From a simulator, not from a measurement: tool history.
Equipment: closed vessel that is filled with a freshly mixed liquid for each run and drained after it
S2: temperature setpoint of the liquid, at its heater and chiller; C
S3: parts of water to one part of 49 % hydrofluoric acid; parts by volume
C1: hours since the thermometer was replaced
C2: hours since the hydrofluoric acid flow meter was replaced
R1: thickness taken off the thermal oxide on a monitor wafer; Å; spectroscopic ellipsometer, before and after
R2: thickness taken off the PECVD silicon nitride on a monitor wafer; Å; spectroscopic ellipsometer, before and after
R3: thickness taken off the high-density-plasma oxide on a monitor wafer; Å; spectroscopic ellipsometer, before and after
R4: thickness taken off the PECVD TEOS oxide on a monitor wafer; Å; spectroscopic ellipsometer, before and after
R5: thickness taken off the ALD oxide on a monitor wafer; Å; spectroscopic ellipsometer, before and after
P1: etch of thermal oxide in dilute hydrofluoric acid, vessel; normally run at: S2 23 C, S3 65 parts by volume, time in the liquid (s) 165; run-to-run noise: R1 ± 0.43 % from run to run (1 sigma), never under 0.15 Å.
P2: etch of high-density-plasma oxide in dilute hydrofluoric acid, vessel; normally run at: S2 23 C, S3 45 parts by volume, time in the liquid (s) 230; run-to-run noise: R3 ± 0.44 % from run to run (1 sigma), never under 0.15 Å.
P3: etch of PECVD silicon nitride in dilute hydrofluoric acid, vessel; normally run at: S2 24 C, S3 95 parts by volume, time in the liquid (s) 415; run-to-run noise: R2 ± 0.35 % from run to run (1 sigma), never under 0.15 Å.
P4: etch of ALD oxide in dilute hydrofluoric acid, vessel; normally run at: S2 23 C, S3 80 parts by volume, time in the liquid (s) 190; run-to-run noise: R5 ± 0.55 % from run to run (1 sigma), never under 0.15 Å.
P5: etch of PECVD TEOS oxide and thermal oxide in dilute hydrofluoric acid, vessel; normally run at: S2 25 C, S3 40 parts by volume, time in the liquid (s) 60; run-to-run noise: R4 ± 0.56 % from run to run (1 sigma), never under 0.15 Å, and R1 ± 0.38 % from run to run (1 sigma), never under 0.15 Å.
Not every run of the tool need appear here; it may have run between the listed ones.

Run 1, hour 2.8: process that ran P1, S2 23 C, S3 65 parts by volume, time in the liquid (s) 165; C1 974.4; C2 251.7. Result: R1 115.95 Å.
Run 2, hour 5: process that ran P3, S2 24 C, S3 95 parts by volume, time in the liquid (s) 415; C1 976.6; C2 253.9. Result: R2 75.324 Å.
Run 3, hour 7.7: process that ran P1, S2 23 C, S3 40 parts by volume, time in the liquid (s) 165; C1 979.3; C2 256.6. Result: R1 195.4 Å.
Run 4, hour 9.6: process that ran P2, S2 23 C, S3 20 parts by volume, time in the liquid (s) 230; C1 981.2; C2 258.5. Result: R3 619.32 Å.
Run 5, hour 11.8: process that ran P1, S2 23 C, S3 65 parts by volume, time in the liquid (s) 165; C1 983.4; C2 260.7. Result: R1 115.57 Å.
Run 6, hour 15.5: process that ran P1, S2 17.5 C, S3 65 parts by volume, time in the liquid (s) 165; C1 987.1; C2 264.4. Result: R1 92.678 Å.
Run 7, hour 17.9: process that ran P5, S2 19 C, S3 40 parts by volume, time in the liquid (s) 60; C1 989.5; C2 266.8. Result: R1 60.008 Å, R4 374.36 Å.
Run 8, hour 20.2: process that ran P5, S2 25 C, S3 40 parts by volume, time in the liquid (s) 60; C1 991.8; C2 269.1. Result: R1 77.695 Å, R4 491.64 Å.
Run 9, hour 23.3: process that ran P1, S2 28.5 C, S3 65 parts by volume, time in the liquid (s) 165; C1 994.9; C2 272.2. Result: R1 145.65 Å.
Run 10, hour 26.8: process that ran P4, S2 23 C, S3 80 parts by volume, time in the liquid (s) 190; C1 998.4; C2 275.7. Result: R5 541.95 Å.
Run 11, hour 30: process that ran P1, S2 23 C, S3 65 parts by volume, time in the liquid (s) 165; C1 1001.6; C2 278.9. Result: R1 115.98 Å.
Run 12, hour 32.2: process that ran P3, S2 32.5 C, S3 95 parts by volume, time in the liquid (s) 415; C1 1003.8; C2 281.1. Result: R2 129.44 Å.
Run 13, hour 35.5: process that ran P1, S2 23 C, S3 65 parts by volume, time in the liquid (s) 165; C1 1007.1; C2 284.4. Result: R1 116.19 Å.
Run 14, hour 37.4: process that ran P2, S2 23 C, S3 45 parts by volume, time in the liquid (s) 40; C1 1009; C2 286.3. Result: R3 46.292 Å.
Run 15, hour 40.9: process that ran P4, S2 23 C, S3 80 parts by volume, time in the liquid (s) 325; C1 1012.5; C2 289.8. Result: R5 926.98 Å.
Run 16, hour 42.9: process that ran P2, S2 23 C, S3 45 parts by volume, time in the liquid (s) 230; C1 1014.5; C2 291.8. Result: R3 265.66 Å.
Run 17, hour 45.7: process that ran P1, S2 23 C, S3 65 parts by volume, time in the liquid (s) 290; C1 1017.3; C2 294.6. Result: R1 205.8 Å.
Run 18, hour 47.8: process that ran P1, S2 17 C, S3 65 parts by volume, time in the liquid (s) 65; C1 1019.4; C2 296.7. Result: R1 35.684 Å.
Run 19, hour 49.8: process that ran P4, S2 19 C, S3 80 parts by volume, time in the liquid (s) 190; C1 1021.4; C2 298.7. Result: R5 455.96 Å.
Run 20, hour 53.7: process that ran P3, S2 24 C, S3 20 parts by volume, time in the liquid (s) 415; C1 1025.3; C2 302.6. Result: R2 343.85 Å.
Run 21, hour 56.8: process that ran P3, S2 24 C, S3 95 parts by volume, time in the liquid (s) 75; C1 1028.4; C2 305.7. Result: R2 13.795 Å.
Run 22, hour 59: process that ran P5, S2 25 C, S3 40 parts by volume, time in the liquid (s) 115; C1 1030.6; C2 307.9. Result: R1 147.38 Å, R4 928.7 Å.
Run 23, hour 61.7: process that ran P1, S2 23 C, S3 105 parts by volume, time in the liquid (s) 165; C1 1033.3; C2 310.6. Result: R1 68.861 Å.
Run 24, hour 64.9: process that ran P2, S2 23 C, S3 45 parts by volume, time in the liquid (s) 230; C1 1036.5; C2 313.8. Result: R3 266.07 Å.
Run 25, hour 68.9: process that ran P5, S2 25 C, S3 70 parts by volume, time in the liquid (s) 60; C1 1040.5; C2 317.8. Result: R1 42.505 Å, R4 265.49 Å.
Run 26, hour 71.8: process that ran P1, S2 23 C, S3 65 parts by volume, time in the liquid (s) 30; C1 1043.4; C2 320.7. Result: R1 21.343 Å.
Run 27, hour 76: process that ran P5, S2 25 C, S3 40 parts by volume, time in the liquid (s) 60; C1 1047.6; C2 324.9. Result: R1 76.98 Å, R4 484.69 Å.
Run 28, hour 78.9: process that ran P4, S2 23 C, S3 145 parts by volume, time in the liquid (s) 190; C1 1050.5; C2 327.8. Result: R5 276.95 Å.
Run 29, hour 81.6: process that ran P3, S2 24 C, S3 95 parts by volume, time in the liquid (s) 415; C1 1053.2; C2 330.5. Result: R2 75.699 Å.
Run 30, hour 84.4: process that ran P2, S2 28 C, S3 45 parts by volume, time in the liquid (s) 230; C1 1056; C2 333.3. Result: R3 326.7 Å.
Run 31, hour 86.5: process that ran P1, S2 23 C, S3 65 parts by volume, time in the liquid (s) 165; C1 1058.1; C2 335.4. Result: R1 117.11 Å.
Run 32, hour 90.4: process that ran P1, S2 23 C, S3 65 parts by volume, time in the liquid (s) 165; C1 1062; C2 339.3. Result: R1 112.79 Å.
Run 33, hour 94: process that ran P1, S2 23 C, S3 65 parts by volume, time in the liquid (s) 165; C1 1065.6; C2 342.9. Result: R1 110.73 Å.
Run 34, hour 97.3: process that ran P1, S2 23 C, S3 65 parts by volume, time in the liquid (s) 165; C1 1068.9; C2 346.2. Result: R1 110.16 Å.
Run 35, hour 99.6: process that ran P1, S2 23 C, S3 65 parts by volume, time in the liquid (s) 165; C1 1071.2; C2 348.5. Result: R1 107.7 Å.
Run 36, hour 101.6: process that ran P1, S2 23 C, S3 65 parts by volume, time in the liquid (s) 165; C1 1073.2; C2 350.5. Result: R1 108.51 Å.
Run 37, hour 103.7: process that ran P1, S2 23 C, S3 65 parts by volume, time in the liquid (s) 165; C1 1075.3; C2 352.6. Result: R1 107.66 Å.
Run 38, hour 106.4: process that ran P1, S2 23 C, S3 65 parts by volume, time in the liquid (s) 165; C1 1078; C2 355.3. Result: R1 107.69 Å.
Run 39, hour 108.3: process that ran P1, S2 23 C, S3 65 parts by volume, time in the liquid (s) 165; C1 1079.9; C2 357.2. Result: R1 106.91 Å.
Run 40, hour 111: process that ran P1, S2 23 C, S3 65 parts by volume, time in the liquid (s) 165; C1 1082.6; C2 359.9. Result: R1 106.96 Å.
Run 41, hour 113.1: process that ran P1, S2 23 C, S3 65 parts by volume, time in the liquid (s) 165; C1 1084.7; C2 362. Result: R1 106.43 Å.
Run 42, hour 117.3: process that ran P1, S2 23 C, S3 65 parts by volume, time in the liquid (s) 165; C1 1088.9; C2 366.2. Result: R1 106.96 Å.

The output of P1 has drifted from where it used to be. Each of the 2 causes below, taken at the size shown beside it, accounts for the log equally well:
A: hydrofluoric acid flow below the setpoint (%) = 7.66
B: liquid colder than its thermometer reads (K) = 2.1
At approximately hour 86.5, the process output began to creep.

The check runs listed below each take one wafer, and their results are still question marks. Under which run would the listed causes lead to clearly different results?
Run check 1, hour 121.5: process that ran P4, S2 23 C, S3 80 parts by volume, time in the liquid (s) 190. Result: R5 ?.
Run check 2, hour 121.5: process that ran P3, S2 24 C, S3 95 parts by volume, time in the liquid (s) 415. Result: R2 ?.
Run check 3, hour 121.5: process that ran P2, S2 23 C, S3 45 parts by volume, time in the liquid (s) 230. Result: R3 ?.
Run check 4, hour 121.5: process that ran P5, S2 25 C, S3 40 parts by volume, time in the liquid (s) 60. Result: R1 ?, R4 ?.

How each check would come out, cause by cause:
  check  result    if A    if B
check 1      R5  495.53   496.5
check 2      R2  69.675  65.537
check 3      R3  244.44  243.54
check 4      R1  70.917  70.714
check 4      R4  446.63  445.35
Per-check spread between the two closest causes, in the result where they differ most: check 1 0.2 %; check 2 6.12 %; check 3 0.37 %; check 4 0.29 %
Check 2 is the one run that separates the causes; every other check would come out nearly the same whichever cause is at work.

Then check 2 was run and gave: R2 69.416 Å. Which cause is it?

Of the candidate causes, it is A: hydrofluoric acid flow below the setpoint (%).
